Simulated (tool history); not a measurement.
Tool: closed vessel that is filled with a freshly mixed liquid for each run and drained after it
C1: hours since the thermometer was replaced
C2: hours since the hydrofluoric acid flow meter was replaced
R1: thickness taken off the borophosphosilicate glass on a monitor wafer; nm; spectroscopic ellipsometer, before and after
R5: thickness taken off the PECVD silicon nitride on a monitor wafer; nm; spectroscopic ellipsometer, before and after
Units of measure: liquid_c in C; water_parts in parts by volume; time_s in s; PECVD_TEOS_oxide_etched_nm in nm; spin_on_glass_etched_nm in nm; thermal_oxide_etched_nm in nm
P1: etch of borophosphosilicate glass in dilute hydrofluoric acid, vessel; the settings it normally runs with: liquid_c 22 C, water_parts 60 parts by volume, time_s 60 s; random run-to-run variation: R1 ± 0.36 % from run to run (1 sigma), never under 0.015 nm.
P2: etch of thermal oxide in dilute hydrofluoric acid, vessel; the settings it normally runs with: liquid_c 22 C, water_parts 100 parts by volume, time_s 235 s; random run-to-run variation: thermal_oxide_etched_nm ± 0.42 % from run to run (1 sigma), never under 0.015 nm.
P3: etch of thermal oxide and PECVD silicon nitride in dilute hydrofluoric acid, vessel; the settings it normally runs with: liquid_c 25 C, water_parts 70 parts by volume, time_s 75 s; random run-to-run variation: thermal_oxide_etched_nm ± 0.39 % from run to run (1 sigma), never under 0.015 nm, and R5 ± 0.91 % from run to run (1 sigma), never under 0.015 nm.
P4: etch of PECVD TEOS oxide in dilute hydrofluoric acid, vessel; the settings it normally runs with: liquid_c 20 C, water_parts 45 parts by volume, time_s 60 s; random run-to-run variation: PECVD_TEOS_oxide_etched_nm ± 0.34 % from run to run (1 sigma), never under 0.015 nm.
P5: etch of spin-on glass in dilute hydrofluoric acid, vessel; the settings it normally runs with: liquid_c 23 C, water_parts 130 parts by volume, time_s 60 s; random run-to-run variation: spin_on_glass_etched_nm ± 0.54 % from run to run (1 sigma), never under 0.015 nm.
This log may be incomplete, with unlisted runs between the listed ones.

Run 1, hour 5.6: process P1, liquid_c 22 C, water_parts 60 parts by volume, time_s 60 s; C1 466.2; C2 153.3. Result: R1 44.64 nm.
Run 2, hour 14.5: process P4, liquid_c 27 C, water_parts 45 parts by volume, time_s 60 s; C1 475.1; C2 162.2. Result: PECVD_TEOS_oxide_etched_nm 28.384 nm.
Run 3, hour 23.5: process P5, liquid_c 23 C, water_parts 130 parts by volume, time_s 30 s; C1 484.1; C2 171.2. Result: spin_on_glass_etched_nm 5.8317 nm.
Run 4, hour 31.3: process P2, liquid_c 22 C, water_parts 100 parts by volume, time_s 235 s; C1 491.9; C2 179. Result: thermal_oxide_etched_nm 10.413 nm.
Run 5, hour 39.6: process P1, liquid_c 28 C, water_parts 60 parts by volume, time_s 60 s; C1 500.2; C2 187.3. Result: R1 56.563 nm.
Run 6, hour 44.1: process P1, liquid_c 22 C, water_parts 95 parts by volume, time_s 60 s; C1 504.7; C2 191.8. Result: R1 27.096 nm.
Run 7, hour 52: process P1, liquid_c 17 C, water_parts 60 parts by volume, time_s 60 s; C1 512.6; C2 199.7. Result: R1 36.018 nm.
Run 8, hour 61.2: process P5, liquid_c 17 C, water_parts 130 parts by volume, time_s 60 s; C1 521.8; C2 208.9. Result: spin_on_glass_etched_nm 9.1847 nm.
Run 9, hour 67.2: process P2, liquid_c 22 C, water_parts 60 parts by volume, time_s 235 s; C1 527.8; C2 214.9. Result: thermal_oxide_etched_nm 18.195 nm.
Run 10, hour 72: process P1, liquid_c 22 C, water_parts 60 parts by volume, time_s 60 s; C1 532.6; C2 219.7. Result: R1 44.514 nm.
Run 11, hour 80.7: process P4, liquid_c 20 C, water_parts 20 parts by volume, time_s 60 s; C1 541.3; C2 228.4. Result: PECVD_TEOS_oxide_etched_nm 49.203 nm.
Run 12, hour 88.2: process P1, liquid_c 22 C, water_parts 60 parts by volume, time_s 60 s; C1 548.8; C2 235.9. Result: R1 44.222 nm.
Run 13, hour 93: process P1, liquid_c 22 C, water_parts 60 parts by volume, time_s 60 s; C1 553.6; C2 240.7. Result: R1 44.437 nm.
Run 14, hour 100: process P4, liquid_c 20 C, water_parts 45 parts by volume, time_s 60 s; C1 560.6; C2 247.7. Result: PECVD_TEOS_oxide_etched_nm 21.182 nm.
Run 15, hour 106.2: process P1, liquid_c 22 C, water_parts 35 parts by volume, time_s 105 s; C1 566.8; C2 253.9. Result: R1 138.04 nm.
Run 16, hour 113.9: process P3, liquid_c 25 C, water_parts 70 parts by volume, time_s 75 s; C1 574.5; C2 261.6. Result: thermal_oxide_etched_nm 5.143 nm, R5 2.8508 nm.
Run 17, hour 119.2: process P1, liquid_c 22 C, water_parts 40 parts by volume, time_s 60 s; C1 579.8; C2 266.9. Result: R1 68.093 nm.
Run 18, hour 124.9: process P1, liquid_c 22 C, water_parts 60 parts by volume, time_s 60 s; C1 585.5; C2 272.6. Result: R1 44.644 nm.
Run 19, hour 132.9: process P1, liquid_c 22 C, water_parts 60 parts by volume, time_s 60 s; C1 593.5; C2 280.6. Result: R1 44.536 nm.
Run 20, hour 141.8: process P4, liquid_c 20 C, water_parts 45 parts by volume, time_s 95 s; C1 602.4; C2 289.5. Result: PECVD_TEOS_oxide_etched_nm 33.702 nm.
Run 21, hour 150: process P1, liquid_c 22 C, water_parts 60 parts by volume, time_s 35 s; C1 610.6; C2 297.7. Result: R1 26.076 nm.
Run 22, hour 157.6: process P4, liquid_c 20 C, water_parts 45 parts by volume, time_s 60 s; C1 618.2; C2 305.3. Result: PECVD_TEOS_oxide_etched_nm 21.13 nm.
Run 23, hour 164.4: process P3, liquid_c 25 C, water_parts 70 parts by volume, time_s 30 s; C1 625; C2 312.1. Result: thermal_oxide_etched_nm 2.0642 nm, R5 1.1382 nm.
Run 24, hour 171.7: process P2, liquid_c 22 C, water_parts 100 parts by volume, time_s 45 s; C1 632.3; C2 319.4. Result: thermal_oxide_etched_nm 2.0188 nm.
At hour 175.6: hydrofluoric acid flow meter replaced.
Run 25, hour 180.5: process P2, liquid_c 22 C, water_parts 100 parts by volume, time_s 235 s; C1 641.1; C2 5. Result: thermal_oxide_etched_nm 10.464 nm.
Run 26, hour 189.6: process P1, liquid_c 22 C, water_parts 60 parts by volume, time_s 110 s; C1 650.2; C2 14.1. Result: R1 82.126 nm.
Run 27, hour 198: process P5, liquid_c 23 C, water_parts 65 parts by volume, time_s 60 s; C1 658.6; C2 22.5. Result: spin_on_glass_etched_nm 25.168 nm.

Predict the results of run 28:
Run 28, hour 202.8: process P5, liquid_c 23 C, water_parts 130 parts by volume, time_s 60 s; C1 663.4; C2 27.3. Result: spin_on_glass_etched_nm ?.

{"run 28": {"spin_on_glass_etched_nm": 11.679}}

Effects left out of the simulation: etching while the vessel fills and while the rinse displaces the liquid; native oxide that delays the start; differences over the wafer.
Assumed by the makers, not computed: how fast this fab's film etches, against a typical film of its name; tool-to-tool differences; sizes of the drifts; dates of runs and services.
